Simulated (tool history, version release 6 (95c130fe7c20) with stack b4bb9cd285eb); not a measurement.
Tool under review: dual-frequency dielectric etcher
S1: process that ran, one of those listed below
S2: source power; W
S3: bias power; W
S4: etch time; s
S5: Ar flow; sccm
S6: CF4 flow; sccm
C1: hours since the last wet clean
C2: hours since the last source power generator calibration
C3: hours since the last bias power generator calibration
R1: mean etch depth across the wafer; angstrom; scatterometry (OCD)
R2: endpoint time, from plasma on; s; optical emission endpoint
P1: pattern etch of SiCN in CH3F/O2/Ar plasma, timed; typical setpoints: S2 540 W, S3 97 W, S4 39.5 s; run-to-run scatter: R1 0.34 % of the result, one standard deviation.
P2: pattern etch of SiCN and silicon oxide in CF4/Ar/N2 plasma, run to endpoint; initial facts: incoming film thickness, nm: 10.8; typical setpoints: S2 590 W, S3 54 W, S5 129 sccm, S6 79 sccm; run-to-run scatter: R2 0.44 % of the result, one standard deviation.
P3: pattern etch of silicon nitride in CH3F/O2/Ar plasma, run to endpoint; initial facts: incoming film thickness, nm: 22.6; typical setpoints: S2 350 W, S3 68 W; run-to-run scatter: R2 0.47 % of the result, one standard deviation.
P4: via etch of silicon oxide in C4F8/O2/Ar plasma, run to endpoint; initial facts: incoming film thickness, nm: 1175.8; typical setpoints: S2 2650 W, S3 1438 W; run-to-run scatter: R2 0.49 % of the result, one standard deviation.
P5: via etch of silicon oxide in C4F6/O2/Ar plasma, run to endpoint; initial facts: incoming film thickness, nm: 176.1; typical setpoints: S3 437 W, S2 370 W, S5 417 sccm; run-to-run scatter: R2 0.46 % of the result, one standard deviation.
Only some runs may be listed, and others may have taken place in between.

run    day  S1    S2    S3    S4   S5  S6     C1     C2      C3      R1      R2
  1  0.154  P1   540    97  39.5           177.8  704.9  2079.6  188.68
  2  0.308  P1   540    97  39.5           181.5  708.6  2083.3  189.52
  3  0.525  P3   350    68                 186.7  713.8  2088.5           35.16
  4  0.729  P1   540    97  39.5           191.6  718.7  2093.4   188.1
  5  0.929  P1   380    63  39.5           196.4  723.5  2098.2   143.2
  6  1.054  P5   370   572        417      199.4  726.5  2101.2          39.671
  7  1.229  P2   590    54        129  79  203.6  730.7  2105.4          11.068
  8  1.404  P3   350    68                 207.8  734.9  2109.6          34.971
  9  1.546  P1   540    97    24           211.2  738.3    2113  115.21
 10  1.754  P3   490    68                 216.2  743.3    2118          30.913
 11  1.996  P2   590    35        129  79    222  749.1  2123.8          12.627
 12  2.167  P5   290   437        417      226.1  753.2  2127.9            47.8
 13  2.304  P5   370   437        417      229.4  756.5  2131.2          43.798
 14   2.55  P4  2650  1849                 235.3  762.4  2137.1          221.69
 15  2.738  P1   540    97  39.5           239.8  766.9  2141.6  189.53
 16  2.908  P1   540   129    58           243.9    771  2145.7   308.6
     2.929  -- wet clean of the chamber
 17  3.117  P1   370    97  57.5             4.5    776  2150.7  239.48
 18  3.238  P2   590    54        181  79    7.4  778.9  2153.6          11.747
 19  3.479  P2   590    54        129  79   13.2  784.7  2159.4          11.016
 20  3.688  P1   410    97  39.5            18.2  789.7  2164.4  169.82
 21  3.846  P4  1760  1438                    22  793.5  2168.2          279.19

What does the tool deliver on the next run?
 22  3.988  P2  590  54      129  100  25.4  796.9  2171.6       ?

R2: 10.612 s

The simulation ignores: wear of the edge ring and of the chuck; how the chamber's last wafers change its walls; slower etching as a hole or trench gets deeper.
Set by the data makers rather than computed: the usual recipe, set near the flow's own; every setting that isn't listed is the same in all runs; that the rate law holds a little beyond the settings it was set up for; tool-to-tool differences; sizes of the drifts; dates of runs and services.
